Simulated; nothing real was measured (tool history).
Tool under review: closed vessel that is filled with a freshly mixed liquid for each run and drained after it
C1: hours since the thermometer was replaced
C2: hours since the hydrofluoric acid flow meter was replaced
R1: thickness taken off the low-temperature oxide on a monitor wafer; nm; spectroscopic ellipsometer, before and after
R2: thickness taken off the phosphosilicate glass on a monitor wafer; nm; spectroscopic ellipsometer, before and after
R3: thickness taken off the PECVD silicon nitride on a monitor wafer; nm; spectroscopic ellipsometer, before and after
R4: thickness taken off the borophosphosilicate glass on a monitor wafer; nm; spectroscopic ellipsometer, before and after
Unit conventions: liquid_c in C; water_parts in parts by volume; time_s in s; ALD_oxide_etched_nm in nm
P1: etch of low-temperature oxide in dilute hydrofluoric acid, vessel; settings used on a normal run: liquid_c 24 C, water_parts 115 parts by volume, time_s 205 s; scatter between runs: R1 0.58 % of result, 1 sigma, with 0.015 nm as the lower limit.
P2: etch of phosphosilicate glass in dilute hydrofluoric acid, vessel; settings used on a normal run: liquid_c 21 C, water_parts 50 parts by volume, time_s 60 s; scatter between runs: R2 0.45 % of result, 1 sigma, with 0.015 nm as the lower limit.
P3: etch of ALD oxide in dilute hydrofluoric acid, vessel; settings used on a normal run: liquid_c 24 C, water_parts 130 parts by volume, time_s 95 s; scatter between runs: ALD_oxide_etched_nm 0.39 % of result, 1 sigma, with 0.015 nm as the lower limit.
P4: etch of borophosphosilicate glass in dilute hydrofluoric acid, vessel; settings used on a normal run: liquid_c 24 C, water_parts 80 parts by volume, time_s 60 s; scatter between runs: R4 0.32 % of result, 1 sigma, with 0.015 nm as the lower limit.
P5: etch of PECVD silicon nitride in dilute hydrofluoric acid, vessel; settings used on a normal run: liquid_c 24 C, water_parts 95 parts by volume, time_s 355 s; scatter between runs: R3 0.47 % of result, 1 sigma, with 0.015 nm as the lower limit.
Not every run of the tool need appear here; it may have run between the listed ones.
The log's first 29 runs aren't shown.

Run 30, hour 240.3: process P2, liquid_c 21 C, water_parts 50 parts by volume, time_s 60 s; C1 15.5; C2 1599.9. Result: R2 76.136 nm.
Run 31, hour 245.3: process P1, liquid_c 24 C, water_parts 115 parts by volume, time_s 345 s; C1 20.5; C2 1604.9. Result: R1 40.185 nm.
Run 32, hour 255.1: process P1, liquid_c 24 C, water_parts 115 parts by volume, time_s 205 s; C1 30.3; C2 1614.7. Result: R1 23.793 nm.
Run 33, hour 264.2: process P1, liquid_c 24 C, water_parts 115 parts by volume, time_s 205 s; C1 39.4; C2 1623.8. Result: R1 24.721 nm.
Run 34, hour 275.1: process P1, liquid_c 24 C, water_parts 115 parts by volume, time_s 205 s; C1 50.3; C2 1634.7. Result: R1 25.244 nm.
Run 35, hour 283.3: process P1, liquid_c 24 C, water_parts 115 parts by volume, time_s 205 s; C1 58.5; C2 1642.9. Result: R1 25.288 nm.
Run 36, hour 288.2: process P1, liquid_c 24 C, water_parts 115 parts by volume, time_s 205 s; C1 63.4; C2 1647.8. Result: R1 25.803 nm.
Run 37, hour 293.5: process P1, liquid_c 24 C, water_parts 115 parts by volume, time_s 205 s; C1 68.7; C2 1653.1. Result: R1 25.587 nm.
Run 38, hour 300: process P1, liquid_c 24 C, water_parts 115 parts by volume, time_s 205 s; C1 75.2; C2 1659.6. Result: R1 25.768 nm.
Run 39, hour 307.8: process P1, liquid_c 24 C, water_parts 115 parts by volume, time_s 205 s; C1 83; C2 1667.4. Result: R1 25.734 nm.

The next listed run, before its measurement:
Run 40, hour 313.5: process P1, liquid_c 24 C, water_parts 115 parts by volume, time_s 205 s; C1 88.7; C2 1673.1. Result: R1 ?.

Run 40 came out at R1 25.698 nm.
